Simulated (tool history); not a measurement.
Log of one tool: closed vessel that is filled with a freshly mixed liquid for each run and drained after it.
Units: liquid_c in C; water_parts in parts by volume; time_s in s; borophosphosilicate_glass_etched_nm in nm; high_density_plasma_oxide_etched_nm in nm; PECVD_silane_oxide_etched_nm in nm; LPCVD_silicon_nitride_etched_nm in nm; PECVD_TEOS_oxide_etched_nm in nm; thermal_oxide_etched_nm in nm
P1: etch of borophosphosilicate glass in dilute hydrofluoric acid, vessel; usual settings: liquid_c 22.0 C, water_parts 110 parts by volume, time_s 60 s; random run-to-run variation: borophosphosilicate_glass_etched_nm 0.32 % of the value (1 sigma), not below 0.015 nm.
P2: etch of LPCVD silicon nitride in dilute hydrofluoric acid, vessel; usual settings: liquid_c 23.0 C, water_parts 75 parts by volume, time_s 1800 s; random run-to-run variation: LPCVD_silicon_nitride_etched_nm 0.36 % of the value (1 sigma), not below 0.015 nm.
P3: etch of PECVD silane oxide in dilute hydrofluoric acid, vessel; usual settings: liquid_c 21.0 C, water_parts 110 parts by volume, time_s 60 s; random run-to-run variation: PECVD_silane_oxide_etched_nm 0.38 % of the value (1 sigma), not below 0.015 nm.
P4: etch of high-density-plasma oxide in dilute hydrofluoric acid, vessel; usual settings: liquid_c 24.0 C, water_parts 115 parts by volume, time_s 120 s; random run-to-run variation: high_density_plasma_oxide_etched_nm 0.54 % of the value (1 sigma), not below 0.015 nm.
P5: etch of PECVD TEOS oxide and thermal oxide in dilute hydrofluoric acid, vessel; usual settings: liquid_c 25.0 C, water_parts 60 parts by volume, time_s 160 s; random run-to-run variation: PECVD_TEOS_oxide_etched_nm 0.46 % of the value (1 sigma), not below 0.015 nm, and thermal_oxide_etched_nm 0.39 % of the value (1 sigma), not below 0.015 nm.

run     day  process  liquid_c  water_parts  time_s  borophosphosilicate_glass_etched_nm  high_density_plasma_oxide_etched_nm  PECVD_silane_oxide_etched_nm  LPCVD_silicon_nitride_etched_nm  PECVD_TEOS_oxide_etched_nm  thermal_oxide_etched_nm
  1   0.317       P1      22.0          110      60                               27.393
  2   0.592       P1      22.0          110      60                               27.373
  3   0.883       P4      24.0          115     190                                                                    9.0830
  4   1.167       P1      27.5          110      60                               33.992
  5   1.538       P1      22.0          110      30                               13.731
  6   2.038       P1      22.0          110     105                               47.882
  7   2.479       P3      21.0          110      60                                                                                                 17.2660
  8   2.896       P4      27.5          115     120                                                                    6.5534
  9   3.392       P2      23.0           75    1800                                                                                                                                  11.4430
 10   3.650       P3      21.0          190      60                                                                                                  9.2120
 11   4.138       P2      23.0           75    3110                                                                                                                                  19.6440
 12   4.596       P1      22.0          110      60                               27.361
 13   5.096       P2      17.0           75    1800                                                                                                                                   7.5690
 14   5.433       P1      22.0          110      60                               27.278
 15   5.767       P1      22.0           40      60                               82.449
 16   6.167       P5      29.0           60     160                                                                                                                                                               29.711                  16.5160
 17   6.679       P2      23.0          110    1800                                                                                                                                   7.7941
 18   7.158       P2      23.0           75    1800                                                                                                                                  11.4570
 19   7.450       P1      17.0          110      60                               22.212
 20   7.708       P1      17.0           50      60                               52.572
 21   8.104       P1      22.0           70      90                               67.208
 22   8.517       P5      25.0           60     295                                                                                                                                                               46.621                  26.1860
 23   8.850       P1      22.0          190      60                               14.499
 24   9.212       P3      26.5          110      60                                                                                                 21.4370
 25   9.733       P5      25.0           60     160                                                                                                                                                               25.338                  14.2200
 26  10.308       P4      24.0          205     120                                                                    2.8888
 27  10.762       P5      25.0          100     160                                                                                                                                                               14.324                   8.1023
 28  11.108       P3      21.0          110      30                                                                                                  8.6983
 29  11.646       P4      24.0          115     120                                                                    5.6536
 30  12.038       P1      17.0           40      60                               66.314
 31  12.438       P1      22.0          110      60                               27.449
 32  12.846       P1      22.0          110      60                               28.028
 33  13.312       P1      22.0          110      60                               28.556
 34  13.708       P1      22.0          110      60                               28.953
 35  14.062       P1      22.0          110      60                               28.958
 36  14.496       P1      22.0          110      60                               29.539
 37  14.933       P1      22.0          110      60                               29.550
 38  15.483       P1      22.0          110      60                               29.659
 39  15.900       P1      22.0          110      60                               29.441
 40  16.467       P1      22.0          110      60                               29.637
 41  17.046       P1      22.0          110      60                               29.639
 42  17.371       P1      22.0          110      60                               29.786

What P1 gives has crept off from where it sat before. The 2 causes that follow fit the log equally well, each at the size noted:
A: liquid hotter than its thermometer reads (K) = 2.11
B: hydrofluoric acid flow above the setpoint (%) = 7.73
Creep in the process output first set in at about day 12.438.

Consider the 4 single-wafer check runs listed below, results given as question marks: which one distinguishes between the causes by giving clearly different results for each?
check 1  17.696       P4      24.0          115     120                                                                         ?
check 2  17.696       P3      21.0          110      60                                                                                                       ?
check 3  17.696       P2      23.0           75    1800                                                                                                                                        ?
check 4  17.696       P5      25.0           60     160                                                                                                                                                                    ?                        ?

How each check would come out, cause by cause:
  check                               result     if A     if B
check 1  high_density_plasma_oxide_etched_nm   6.2021   6.2179
check 2         PECVD_silane_oxide_etched_nm  18.8310  18.8100
check 3      LPCVD_silicon_nitride_etched_nm  13.1230  12.2660
check 4           PECVD_TEOS_oxide_etched_nm   27.583   27.462
check 4              thermal_oxide_etched_nm  15.4280  15.3610
Per check, the gap between the least separated pair of causes, taken in the result that splits them most: check 1 0.25 %; check 2 0.11 %; check 3 6.75 %; check 4 0.44 %
Only in check 3 would the causes give clearly different results; in the remaining checks their results would be nearly the same.

The results of check 3 are: LPCVD_silicon_nitride_etched_nm 13.1210 nm. Based on these, which of the listed causes is it?

Of the candidate causes, it is A: liquid hotter than its thermometer reads (K).

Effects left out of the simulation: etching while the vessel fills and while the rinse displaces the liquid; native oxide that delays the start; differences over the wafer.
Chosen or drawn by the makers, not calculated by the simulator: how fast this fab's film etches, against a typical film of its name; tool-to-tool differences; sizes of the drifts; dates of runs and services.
